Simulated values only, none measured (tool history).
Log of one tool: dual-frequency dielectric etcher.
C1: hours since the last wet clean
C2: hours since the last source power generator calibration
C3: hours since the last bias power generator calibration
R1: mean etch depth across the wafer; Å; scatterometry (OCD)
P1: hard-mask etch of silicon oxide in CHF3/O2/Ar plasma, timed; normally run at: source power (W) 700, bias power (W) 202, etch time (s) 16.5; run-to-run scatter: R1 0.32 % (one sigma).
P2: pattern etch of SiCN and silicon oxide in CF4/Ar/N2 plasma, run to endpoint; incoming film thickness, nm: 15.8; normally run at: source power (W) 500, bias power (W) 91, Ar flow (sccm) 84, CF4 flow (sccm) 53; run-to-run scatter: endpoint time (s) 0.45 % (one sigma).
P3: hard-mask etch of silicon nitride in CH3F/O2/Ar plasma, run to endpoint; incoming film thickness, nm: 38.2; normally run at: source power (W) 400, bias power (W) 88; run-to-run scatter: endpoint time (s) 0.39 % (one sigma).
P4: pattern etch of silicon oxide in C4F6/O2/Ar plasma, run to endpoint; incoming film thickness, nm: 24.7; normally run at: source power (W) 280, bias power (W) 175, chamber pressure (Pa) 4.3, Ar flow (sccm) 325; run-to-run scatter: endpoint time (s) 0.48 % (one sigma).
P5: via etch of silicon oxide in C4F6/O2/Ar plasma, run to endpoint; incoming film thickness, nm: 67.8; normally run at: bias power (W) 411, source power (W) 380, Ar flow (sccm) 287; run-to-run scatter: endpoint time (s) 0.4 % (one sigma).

Run 1, day 0.521: process that ran P1, source power (W) 700, bias power (W) 202, etch time (s) 16.5; C1 416.2; C2 793.0; C3 3742.3. Result: R1 363.71 Å.
Run 2, day 1.212: process that ran P4, source power (W) 280, bias power (W) 175, chamber pressure (Pa) 4.3, Ar flow (sccm) 325; C1 432.8; C2 809.6; C3 3758.9. Result: endpoint time (s) 8.9163.
Run 3, day 1.579: process that ran P5, source power (W) 380, bias power (W) 411, Ar flow (sccm) 397; C1 441.6; C2 818.4; C3 3767.7. Result: endpoint time (s) 16.6370.
Run 4, day 1.946: process that ran P4, source power (W) 280, bias power (W) 108, chamber pressure (Pa) 4.3, Ar flow (sccm) 325; C1 450.4; C2 827.2; C3 3776.5. Result: endpoint time (s) 10.5310.
Run 5, day 2.571: process that ran P1, source power (W) 700, bias power (W) 202, etch time (s) 16.5; C1 465.4; C2 842.2; C3 3791.5. Result: R1 362.22 Å.
Run 6, day 3.112: process that ran P3, source power (W) 400, bias power (W) 61; C1 478.4; C2 855.2; C3 3804.5. Result: endpoint time (s) 58.8840.
Run 7, day 3.671: process that ran P1, source power (W) 700, bias power (W) 261, etch time (s) 16.5; C1 491.8; C2 868.6; C3 3817.9. Result: R1 396.61 Å.
Run 8, day 4.196: process that ran P4, source power (W) 230, bias power (W) 175, chamber pressure (Pa) 4.3, Ar flow (sccm) 325; C1 504.4; C2 881.2; C3 3830.5. Result: endpoint time (s) 9.7390.
Run 9, day 4.817: process that ran P1, source power (W) 910, bias power (W) 202, etch time (s) 24.5; C1 519.3; C2 896.1; C3 3845.4. Result: R1 594.87 Å.
Run 10, day 5.358: process that ran P2, source power (W) 670, bias power (W) 91, Ar flow (sccm) 84, CF4 flow (sccm) 53; C1 532.3; C2 909.1; C3 3858.4. Result: endpoint time (s) 12.7680.
Run 11, day 5.708: process that ran P1, source power (W) 560, bias power (W) 202, etch time (s) 16.5; C1 540.7; C2 917.5; C3 3866.8. Result: R1 332.17 Å.
Run 12, day 6.154: process that ran P1, source power (W) 700, bias power (W) 202, etch time (s) 16.5; C1 551.4; C2 928.2; C3 3877.5. Result: R1 363.54 Å.
Run 13, day 6.554: process that ran P1, source power (W) 700, bias power (W) 202, etch time (s) 12.5; C1 561.0; C2 937.8; C3 3887.1. Result: R1 275.07 Å.
Run 14, day 7.258: process that ran P4, source power (W) 280, bias power (W) 175, chamber pressure (Pa) 4.3, Ar flow (sccm) 325; C1 577.9; C2 954.7; C3 3904.0. Result: endpoint time (s) 8.9815.
Run 15, day 7.621: process that ran P5, source power (W) 380, bias power (W) 318, Ar flow (sccm) 287; C1 586.6; C2 963.4; C3 3912.7. Result: endpoint time (s) 17.6030.
Run 16, day 8.271: process that ran P2, source power (W) 500, bias power (W) 91, Ar flow (sccm) 84, CF4 flow (sccm) 66; C1 602.2; C2 979.0; C3 3928.3. Result: endpoint time (s) 15.9200.
Run 17, day 8.942: process that ran P3, source power (W) 400, bias power (W) 88; C1 618.3; C2 995.1; C3 3944.4. Result: endpoint time (s) 51.8650.
Run 18, day 9.283: process that ran P1, source power (W) 700, bias power (W) 202, etch time (s) 16.5; C1 626.5; C2 1003.3; C3 3952.6. Result: R1 361.95 Å.
Run 19, day 9.904: process that ran P4, source power (W) 280, bias power (W) 175, chamber pressure (Pa) 4.3, Ar flow (sccm) 189; C1 641.4; C2 1018.2; C3 3967.5. Result: endpoint time (s) 8.5645.
Run 20, day 10.233: process that ran P5, source power (W) 220, bias power (W) 411, Ar flow (sccm) 287; C1 649.3; C2 1026.1; C3 3975.4. Result: endpoint time (s) 19.6500.
Run 21, day 10.712: process that ran P3, source power (W) 470, bias power (W) 88; C1 660.8; C2 1037.6; C3 3986.9. Result: endpoint time (s) 48.7290.
Run 22, day 11.167: process that ran P1, source power (W) 860, bias power (W) 271, etch time (s) 16.5; C1 671.7; C2 1048.5; C3 3997.8. Result: R1 435.52 Å.
Run 23, day 11.854: process that ran P1, source power (W) 700, bias power (W) 202, etch time (s) 23.5; C1 688.2; C2 1065.0; C3 4014.3. Result: R1 515.46 Å.
Run 24, day 12.421: process that ran P1, source power (W) 700, bias power (W) 202, etch time (s) 16.5; C1 701.8; C2 1078.6; C3 4027.9. Result: R1 364.50 Å.
Run 25, day 13.008: process that ran P2, source power (W) 500, bias power (W) 91, Ar flow (sccm) 84, CF4 flow (sccm) 53; C1 715.9; C2 1092.7; C3 4042.0. Result: endpoint time (s) 16.3750.
Run 26, day 13.354: process that ran P5, source power (W) 380, bias power (W) 411, Ar flow (sccm) 287; C1 724.2; C2 1101.0; C3 4050.3. Result: endpoint time (s) 16.1900.
Run 27, day 13.950: process that ran P1, source power (W) 880, bias power (W) 202, etch time (s) 16.5; C1 738.5; C2 1115.3; C3 4064.6. Result: R1 398.65 Å.

The next listed run, before its measurement:
Run 28, day 14.667: process that ran P1, source power (W) 700, bias power (W) 122, etch time (s) 16.5; C1 755.7; C2 1132.5; C3 4081.8. Result: R1 ?.

{"run 28": {"R1": 309.26}}
